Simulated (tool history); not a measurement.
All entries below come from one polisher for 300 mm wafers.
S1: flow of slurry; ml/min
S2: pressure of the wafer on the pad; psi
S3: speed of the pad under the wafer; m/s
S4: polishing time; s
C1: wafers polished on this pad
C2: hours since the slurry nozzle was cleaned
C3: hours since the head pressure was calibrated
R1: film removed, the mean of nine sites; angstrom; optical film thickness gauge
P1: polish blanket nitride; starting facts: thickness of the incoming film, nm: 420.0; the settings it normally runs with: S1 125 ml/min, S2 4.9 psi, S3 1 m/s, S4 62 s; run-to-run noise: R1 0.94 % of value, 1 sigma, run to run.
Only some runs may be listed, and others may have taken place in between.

run	hour	S1	S2	S3	S4	C1	C2	C3	R1
1	3.6	125	4.9	1	62	399	97.9	261.9	1269.4
2	6	125	6.8	0.62	62	416	100.3	264.3	1211.1
3	8.7	125	4.9	1	89	435	103	267	1813.1
4	12.9	75	4.9	1	62	464	107.2	271.2	1113.3
5	16.3	125	4.9	1	62	488	110.6	274.6	1278.4
# hour 16.8: worn pad replaced by a new one
6	20.7	125	4.9	1	62	27	115	279	1282.9
7	24.6	125	2.6	1	62	54	118.9	282.9	686.67
8	28.6	125	4.9	1	62	82	122.9	286.9	1277.3
9	30.7	195	4.9	1	62	97	125	289	1365.7
10	34.4	125	4.9	0.7	62	123	128.7	292.7	968.4
11	37.4	125	4.9	1	62	143	131.7	295.7	1269.6
12	41	125	4.9	1	44	169	135.3	299.3	901.12
13	43.3	125	4.9	1.48	62	185	137.6	301.6	1751.9
# hour 46.4: head pressure recalibrated
14	46.8	125	6.9	1	62	209	141.1	0.4	1785.2
15	50	125	2.4	0.64	62	231	144.3	3.6	440.24
16	53.6	155	4.9	0.64	62	256	147.9	7.2	929.69
17	55.6	125	4.9	1	62	270	149.9	9.2	1271.5
18	59	125	4.9	1	62	294	153.3	12.6	1233.2
19	62.4	125	4.9	1	62	318	156.7	16	1210.4
20	66.1	125	4.9	1	62	344	160.4	19.7	1221.1
21	68.8	125	4.9	1	62	362	163.1	22.4	1186.7
22	72	125	4.9	1	62	385	166.3	25.6	1178.9
23	75.9	125	4.9	1	62	412	170.2	29.5	1163
24	80	125	4.9	1	62	441	174.3	33.6	1182.6
# hour 80.2: worn pad replaced by a new one
25	82.3	125	4.9	1	62	15	176.6	35.9	1167.1
26	85.1	125	4.9	1	62	34	179.4	38.7	1170.6
27	89	125	4.9	1	62	61	183.3	42.6	1158.6
28	91.9	125	4.9	1	62	82	186.2	45.5	1157.1

Something has made what P1 gives creep away from where it was; the 2 causes below, each at its own stated size, fit the log equally well:
A: head's pressure below its setpoint, % = 9.17
B: slurry flow missing at the pad, % = 32.7
Creep in the process output first set in at about hour 55.6.
All other causes, with the reason each is excluded:
removal rate lost through wear of the pad, %: serviced at hour 80.2, after the change had begun; the process did not return to its earlier output

The list below offers 4 check runs, each averaging the results of 5 wafers, and shows each result as a question mark. For which of them would the listed causes give clearly different results?
check 1	94.8	125	6.9	1.28	62				?
check 2	94.8	125	4.9	1.42	79				?
check 3	94.8	195	4.9	1	80				?
check 4	94.8	125	4.9	1	85				?

If the cause were each of the candidates in turn, the checks would give the following:
check	result	if A	if B
check 1	R1	1986.8	1986.3
check 2	R1	1953.4	1953
check 3	R1	1609.2	1661.1
check 4	R1	1587.6	1587.3
Distance between the nearest two causes, measured in the result of the check that separates them most: check 1 0.02 %; check 2 0.02 %; check 3 3.18 %; check 4 0.02 %
Only in check 3 would the causes give clearly different results; in the remaining checks their results would be nearly the same.

The results of check 3 are: R1 1650.9 angstrom. Based on these, which of the listed causes is it?

The cause is B: slurry flow missing at the pad, %.
